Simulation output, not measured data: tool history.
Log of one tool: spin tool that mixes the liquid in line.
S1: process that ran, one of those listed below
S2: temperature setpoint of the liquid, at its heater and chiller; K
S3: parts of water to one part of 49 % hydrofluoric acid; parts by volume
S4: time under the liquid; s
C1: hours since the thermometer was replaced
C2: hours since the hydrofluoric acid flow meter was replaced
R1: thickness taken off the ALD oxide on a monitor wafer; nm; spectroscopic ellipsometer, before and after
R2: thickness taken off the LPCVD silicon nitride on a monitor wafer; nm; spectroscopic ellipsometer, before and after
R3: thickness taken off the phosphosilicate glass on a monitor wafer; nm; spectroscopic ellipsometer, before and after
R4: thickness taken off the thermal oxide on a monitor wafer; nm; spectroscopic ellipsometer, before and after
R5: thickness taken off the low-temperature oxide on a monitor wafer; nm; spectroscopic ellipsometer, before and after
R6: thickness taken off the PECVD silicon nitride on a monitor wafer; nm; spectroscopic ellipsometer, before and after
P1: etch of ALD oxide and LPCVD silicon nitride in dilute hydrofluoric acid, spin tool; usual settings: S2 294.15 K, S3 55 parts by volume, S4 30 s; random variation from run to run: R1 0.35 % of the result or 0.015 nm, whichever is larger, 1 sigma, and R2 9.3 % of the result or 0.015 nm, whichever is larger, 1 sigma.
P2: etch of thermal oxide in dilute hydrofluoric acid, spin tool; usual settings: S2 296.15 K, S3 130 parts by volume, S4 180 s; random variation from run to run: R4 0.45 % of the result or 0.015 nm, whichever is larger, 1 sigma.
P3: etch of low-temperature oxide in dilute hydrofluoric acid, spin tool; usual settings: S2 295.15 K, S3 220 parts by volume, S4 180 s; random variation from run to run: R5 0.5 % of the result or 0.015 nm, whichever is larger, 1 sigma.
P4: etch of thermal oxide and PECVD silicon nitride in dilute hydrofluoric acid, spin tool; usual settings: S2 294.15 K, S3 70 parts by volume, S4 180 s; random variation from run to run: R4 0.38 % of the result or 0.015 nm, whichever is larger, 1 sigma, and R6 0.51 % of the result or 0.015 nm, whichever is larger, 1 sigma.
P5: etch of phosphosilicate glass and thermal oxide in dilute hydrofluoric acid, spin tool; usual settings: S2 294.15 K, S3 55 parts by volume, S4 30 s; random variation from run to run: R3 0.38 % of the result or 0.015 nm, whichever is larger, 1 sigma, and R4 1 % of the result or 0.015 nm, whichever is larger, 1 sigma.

{"run": 1, "hour": 2.8, "S1": "P1", "S2": 294.15, "S3": 55, "S4": 30, "C1": 378.5, "C2": 155.4, "R1": 12.255, "R2": 0.19564}
{"run": 2, "hour": 6.8, "S1": "P1", "S2": 298.15, "S3": 55, "S4": 60, "C1": 382.5, "C2": 159.4, "R1": 28.786, "R2": 0.50339}
{"run": 3, "hour": 9.9, "S1": "P5", "S2": 294.15, "S3": 55, "S4": 15, "C1": 385.6, "C2": 162.5, "R3": 51.686, "R4": 1.2308}
{"run": 4, "hour": 13.2, "S1": "P3", "S2": 295.15, "S3": 65, "S4": 180, "C1": 388.9, "C2": 165.8, "R5": 52.342}
{"run": 5, "hour": 15.3, "S1": "P1", "S2": 294.15, "S3": 30, "S4": 30, "C1": 391, "C2": 167.9, "R1": 23.127, "R2": 0.37075}
{"run": 6, "hour": 18.2, "S1": "P1", "S2": 294.15, "S3": 55, "S4": 15, "C1": 393.9, "C2": 170.8, "R1": 6.1144, "R2": 0.089772}
{"run": 7, "hour": 21.3, "S1": "P1", "S2": 294.15, "S3": 55, "S4": 30, "C1": 397, "C2": 173.9, "R1": 12.224, "R2": 0.21272}
{"run": 8, "hour": 23.5, "S1": "P4", "S2": 294.15, "S3": 70, "S4": 340, "C1": 399.2, "C2": 176.1, "R4": 20.987, "R6": 10.201}
{"run": 9, "hour": 27.4, "S1": "P3", "S2": 295.15, "S3": 220, "S4": 180, "C1": 403.1, "C2": 180, "R5": 12.914}
{"run": 10, "hour": 32.2, "S1": "P1", "S2": 301.15, "S3": 25, "S4": 30, "C1": 407.9, "C2": 184.8, "R1": 37.328, "R2": 0.69858}
{"run": 11, "hour": 34.7, "S1": "P4", "S2": 294.15, "S3": 115, "S4": 180, "C1": 410.4, "C2": 187.3, "R4": 6.4733, "R6": 3.2788}
{"run": 12, "hour": 37.9, "S1": "P2", "S2": 296.15, "S3": 130, "S4": 20, "C1": 413.6, "C2": 190.5, "R4": 0.73283}
{"run": 13, "hour": 42.2, "S1": "P2", "S2": 296.15, "S3": 130, "S4": 180, "C1": 417.9, "C2": 194.8, "R4": 6.449}
{"run": 14, "hour": 46.1, "S1": "P1", "S2": 294.15, "S3": 55, "S4": 30, "C1": 421.8, "C2": 198.7, "R1": 12.277, "R2": 0.19692}
{"run": 15, "hour": 48.5, "S1": "P2", "S2": 296.15, "S3": 215, "S4": 180, "C1": 424.2, "C2": 201.1, "R4": 3.5141}
{"run": 16, "hour": 50.7, "S1": "P5", "S2": 294.15, "S3": 55, "S4": 30, "C1": 426.4, "C2": 203.3, "R3": 102.13, "R4": 2.3632}
{"run": 17, "hour": 55.0, "S1": "P4", "S2": 290.15, "S3": 70, "S4": 180, "C1": 430.7, "C2": 207.6, "R4": 9.4297, "R6": 4.0282}
{"run": 18, "hour": 58.9, "S1": "P3", "S2": 295.15, "S3": 220, "S4": 180, "C1": 434.6, "C2": 211.5, "R5": 12.986}
{"run": 19, "hour": 61.3, "S1": "P5", "S2": 294.15, "S3": 105, "S4": 30, "C1": 437, "C2": 213.9, "R3": 50.678, "R4": 1.1341}
{"run": 20, "hour": 66.2, "S1": "P1", "S2": 294.15, "S3": 55, "S4": 30, "C1": 441.9, "C2": 218.8, "R1": 12.178, "R2": 0.23115}
{"run": 21, "hour": 70.1, "S1": "P5", "S2": 294.15, "S3": 55, "S4": 30, "C1": 445.8, "C2": 222.7, "R3": 102.04, "R4": 2.3997}
{"run": 22, "hour": 74.8, "S1": "P3", "S2": 295.15, "S3": 220, "S4": 15, "C1": 450.5, "C2": 227.4, "R5": 1.0868}
{"run": 23, "hour": 78.6, "S1": "P1", "S2": 294.15, "S3": 55, "S4": 45, "C1": 454.3, "C2": 231.2, "R1": 18.449, "R2": 0.31281}
{"run": 24, "hour": 82.6, "S1": "P1", "S2": 294.15, "S3": 80, "S4": 30, "C1": 458.3, "C2": 235.2, "R1": 8.1525, "R2": 0.12195}
{"run": 25, "hour": 85.0, "S1": "P1", "S2": 290.65, "S3": 20, "S4": 30, "C1": 460.7, "C2": 237.6, "R1": 30.187, "R2": 0.46375}
{"run": 26, "hour": 87.4, "S1": "P3", "S2": 290.15, "S3": 220, "S4": 180, "C1": 463.1, "C2": 240, "R5": 10.757}
{"run": 27, "hour": 90.4, "S1": "P1", "S2": 290.15, "S3": 55, "S4": 30, "C1": 466.1, "C2": 243, "R1": 10.312, "R2": 0.16005}
{"run": 28, "hour": 94.4, "S1": "P1", "S2": 300.65, "S3": 55, "S4": 30, "C1": 470.1, "C2": 247, "R1": 15.974, "R2": 0.31915}
{"run": 29, "hour": 98.5, "S1": "P2", "S2": 290.65, "S3": 130, "S4": 180, "C1": 474.2, "C2": 251.1, "R4": 5.1898}
{"run": 30, "hour": 102.5, "S1": "P1", "S2": 294.15, "S3": 55, "S4": 30, "C1": 478.2, "C2": 255.1, "R1": 12.232, "R2": 0.21994}
{"run": 31, "hour": 106.0, "S1": "P5", "S2": 290.15, "S3": 55, "S4": 30, "C1": 481.7, "C2": 258.6, "R3": 87.032, "R4": 1.986}
{"run": 32, "hour": 109.6, "S1": "P2", "S2": 296.15, "S3": 130, "S4": 180, "C1": 485.3, "C2": 262.2, "R4": 6.4541}
{"run": 33, "hour": 113.2, "S1": "P4", "S2": 294.15, "S3": 70, "S4": 180, "C1": 488.9, "C2": 265.8, "R4": 11.149, "R6": 5.3257}
{"run": 34, "hour": 117.9, "S1": "P1", "S2": 294.15, "S3": 55, "S4": 30, "C1": 493.6, "C2": 270.5, "R1": 12.225, "R2": 0.22589}
{"run": 35, "hour": 121.7, "S1": "P1", "S2": 294.15, "S3": 55, "S4": 30, "C1": 497.4, "C2": 274.3, "R1": 12.182, "R2": 0.25634}
{"run": 36, "hour": 124.9, "S1": "P1", "S2": 294.15, "S3": 55, "S4": 30, "C1": 500.6, "C2": 277.5, "R1": 12.475, "R2": 0.2159}
{"run": 37, "hour": 127.9, "S1": "P1", "S2": 294.15, "S3": 55, "S4": 30, "C1": 503.6, "C2": 280.5, "R1": 12.606, "R2": 0.1894}
{"run": 38, "hour": 132.5, "S1": "P1", "S2": 294.15, "S3": 55, "S4": 30, "C1": 508.2, "C2": 285.1, "R1": 12.841, "R2": 0.21434}
{"run": 39, "hour": 135.6, "S1": "P1", "S2": 294.15, "S3": 55, "S4": 30, "C1": 511.3, "C2": 288.2, "R1": 12.946, "R2": 0.22965}
{"run": 40, "hour": 138.0, "S1": "P1", "S2": 294.15, "S3": 55, "S4": 30, "C1": 513.7, "C2": 290.6, "R1": 12.917, "R2": 0.26286}
{"run": 41, "hour": 140.6, "S1": "P1", "S2": 294.15, "S3": 55, "S4": 30, "C1": 516.3, "C2": 293.2, "R1": 12.977, "R2": 0.24434}
{"run": 42, "hour": 145.0, "S1": "P1", "S2": 294.15, "S3": 55, "S4": 30, "C1": 520.7, "C2": 297.6, "R1": 12.943, "R2": 0.21507}
{"run": 43, "hour": 147.8, "S1": "P1", "S2": 294.15, "S3": 55, "S4": 30, "C1": 523.5, "C2": 300.4, "R1": 13.096, "R2": 0.23872}
{"run": 44, "hour": 150.3, "S1": "P1", "S2": 294.15, "S3": 55, "S4": 30, "C1": 526, "C2": 302.9, "R1": 12.965, "R2": 0.22843}

What P1 gives has crept away from where it was. These 2 causes fit the log equally well, each at the size given:
A: hydrofluoric acid flow above the setpoint (%) = 6
B: liquid hotter than its thermometer reads (K) = 1.49
The creep began at about hour 121.7.

4 check runs are offered, one wafer each, their results left as question marks. Which one tells the causes apart?
{"run": "check 1", "hour": 152.8, "S1": "P2", "S2": 293.15, "S3": 175, "S4": 180, "R4": "?"}
{"run": "check 2", "hour": 152.8, "S1": "P3", "S2": 295.15, "S3": 75, "S4": 20, "R5": "?"}
{"run": "check 3", "hour": 152.8, "S1": "P4", "S2": 294.15, "S3": 115, "S4": 320, "R4": "?", "R6": "?"}
{"run": "check 4", "hour": 152.8, "S1": "P5", "S2": 294.15, "S3": 95, "S4": 15, "R3": "?", "R4": "?"}

What each check would give under each cause:
check=check_1 result=R4 if_A=4.3488 if_B=4.3038
check=check_2 result=R5 if_A=5.2967 if_B=5.2822
check=check_3 result=R4 if_A=12.131 if_B=12.059
check=check_3 result=R6 if_A=6.1693 if_B=6.4363
check=check_4 result=R3 if_A=30.217 if_B=30.094
check=check_4 result=R4 if_A=0.70002 if_B=0.69717
How far apart the two closest causes lie, in the result that separates them most: check 1 1.04 %; check 2 0.27 %; check 3 4.24 %; check 4 0.41 %
Check 3 tells the causes apart: in the others they would give nearly the same result.

Check 3 was then run and gave: R4 12.054 nm; R6 6.1238 nm. Which cause is it?

It is A: hydrofluoric acid flow above the setpoint (%).
